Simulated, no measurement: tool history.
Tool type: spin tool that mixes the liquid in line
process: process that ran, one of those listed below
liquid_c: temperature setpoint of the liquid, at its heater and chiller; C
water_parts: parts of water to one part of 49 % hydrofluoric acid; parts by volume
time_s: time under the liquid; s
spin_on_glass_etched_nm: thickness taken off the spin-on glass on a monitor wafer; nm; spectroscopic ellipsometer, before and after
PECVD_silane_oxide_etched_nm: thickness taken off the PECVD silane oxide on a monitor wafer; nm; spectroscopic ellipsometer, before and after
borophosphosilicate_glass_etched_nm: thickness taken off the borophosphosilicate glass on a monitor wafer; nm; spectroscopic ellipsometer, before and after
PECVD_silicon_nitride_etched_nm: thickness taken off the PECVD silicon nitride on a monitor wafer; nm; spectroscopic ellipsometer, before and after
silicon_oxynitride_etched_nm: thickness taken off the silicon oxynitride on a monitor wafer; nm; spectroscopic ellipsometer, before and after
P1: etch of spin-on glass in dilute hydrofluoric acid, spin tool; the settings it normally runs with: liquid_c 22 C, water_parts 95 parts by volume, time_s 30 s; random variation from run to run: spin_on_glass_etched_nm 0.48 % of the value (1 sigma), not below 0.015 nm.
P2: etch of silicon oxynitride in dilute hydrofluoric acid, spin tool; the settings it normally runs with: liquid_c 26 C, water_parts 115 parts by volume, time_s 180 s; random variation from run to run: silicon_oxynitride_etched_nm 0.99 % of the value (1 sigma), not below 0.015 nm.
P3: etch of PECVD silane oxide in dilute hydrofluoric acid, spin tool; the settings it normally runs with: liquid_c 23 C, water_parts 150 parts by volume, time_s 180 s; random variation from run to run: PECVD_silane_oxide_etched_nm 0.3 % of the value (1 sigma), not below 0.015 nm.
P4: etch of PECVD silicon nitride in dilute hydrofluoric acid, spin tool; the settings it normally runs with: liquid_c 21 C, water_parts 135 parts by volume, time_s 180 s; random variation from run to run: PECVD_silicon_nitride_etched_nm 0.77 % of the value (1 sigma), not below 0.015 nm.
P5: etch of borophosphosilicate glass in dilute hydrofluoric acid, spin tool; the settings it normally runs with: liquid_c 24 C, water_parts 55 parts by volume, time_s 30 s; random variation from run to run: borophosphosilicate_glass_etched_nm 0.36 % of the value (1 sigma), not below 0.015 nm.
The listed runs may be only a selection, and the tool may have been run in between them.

| run | day | process | liquid_c | water_parts | time_s | spin_on_glass_etched_nm | PECVD_silane_oxide_etched_nm | borophosphosilicate_glass_etched_nm | PECVD_silicon_nitride_etched_nm | silicon_oxynitride_etched_nm |
|---|---|---|---|---|---|---|---|---|---|---|
| 1 | 0.488 | P1 | 22 | 95 | 30 | 9.2134 |  |  |  |  |
| 2 | 0.858 | P3 | 23 | 260 | 180 |  | 8.5606 |  |  |  |
| 3 | 1.475 | P5 | 24 | 55 | 60 |  |  | 48.265 |  |  |
| 4 | 2.212 | P1 | 22 | 20 | 30 | 47.78 |  |  |  |  |
| 5 | 2.792 | P1 | 27.5 | 95 | 30 | 11.342 |  |  |  |  |
| 6 | 3.221 | P4 | 21 | 30 | 180 |  |  |  | 11.959 |  |
| 7 | 3.896 | P2 | 26 | 115 | 15 |  |  |  |  | 0.21301 |
| 8 | 4.262 | P3 | 23 | 150 | 15 |  | 1.3747 |  |  |  |
| 9 | 4.725 | P1 | 22 | 95 | 30 | 9.1794 |  |  |  |  |
| 10 | 5.054 | P1 | 17 | 95 | 30 | 7.3978 |  |  |  |  |
| 11 | 5.658 | P5 | 32.5 | 55 | 30 |  |  | 33.822 |  |  |
|  | 5.904 | hydrofluoric acid flow meter replaced |
| 12 | 6.238 | P3 | 23 | 150 | 180 |  | 16.577 |  |  |  |
| 13 | 6.675 | P4 | 21 | 135 | 180 |  |  |  | 2.7023 |  |
| 14 | 7.029 | P1 | 22 | 95 | 30 | 9.2428 |  |  |  |  |
| 15 | 7.438 | P1 | 28 | 95 | 15 | 5.7969 |  |  |  |  |
| 16 | 7.925 | P2 | 26 | 190 | 180 |  |  |  |  | 1.4039 |
| 17 | 8.438 | P1 | 26 | 95 | 50 | 17.974 |  |  |  |  |
| 18 | 8.888 | P4 | 21 | 135 | 50 |  |  |  | 0.74739 |  |
| 19 | 9.442 | P1 | 22 | 60 | 15 | 7.4976 |  |  |  |  |
| 20 | 9.842 | P1 | 22 | 95 | 55 | 16.854 |  |  |  |  |
| 21 | 10.392 | P1 | 22 | 135 | 30 | 6.1276 |  |  |  |  |
| 22 | 10.796 | P1 | 22 | 95 | 30 | 9.1422 |  |  |  |  |

What will run 23 give?
| 23 | 11.408 | P1 | 22 | 95 | 30 | ? |  |  |  |  |

For run 23 the tool returned spin_on_glass_etched_nm 9.1983 nm.
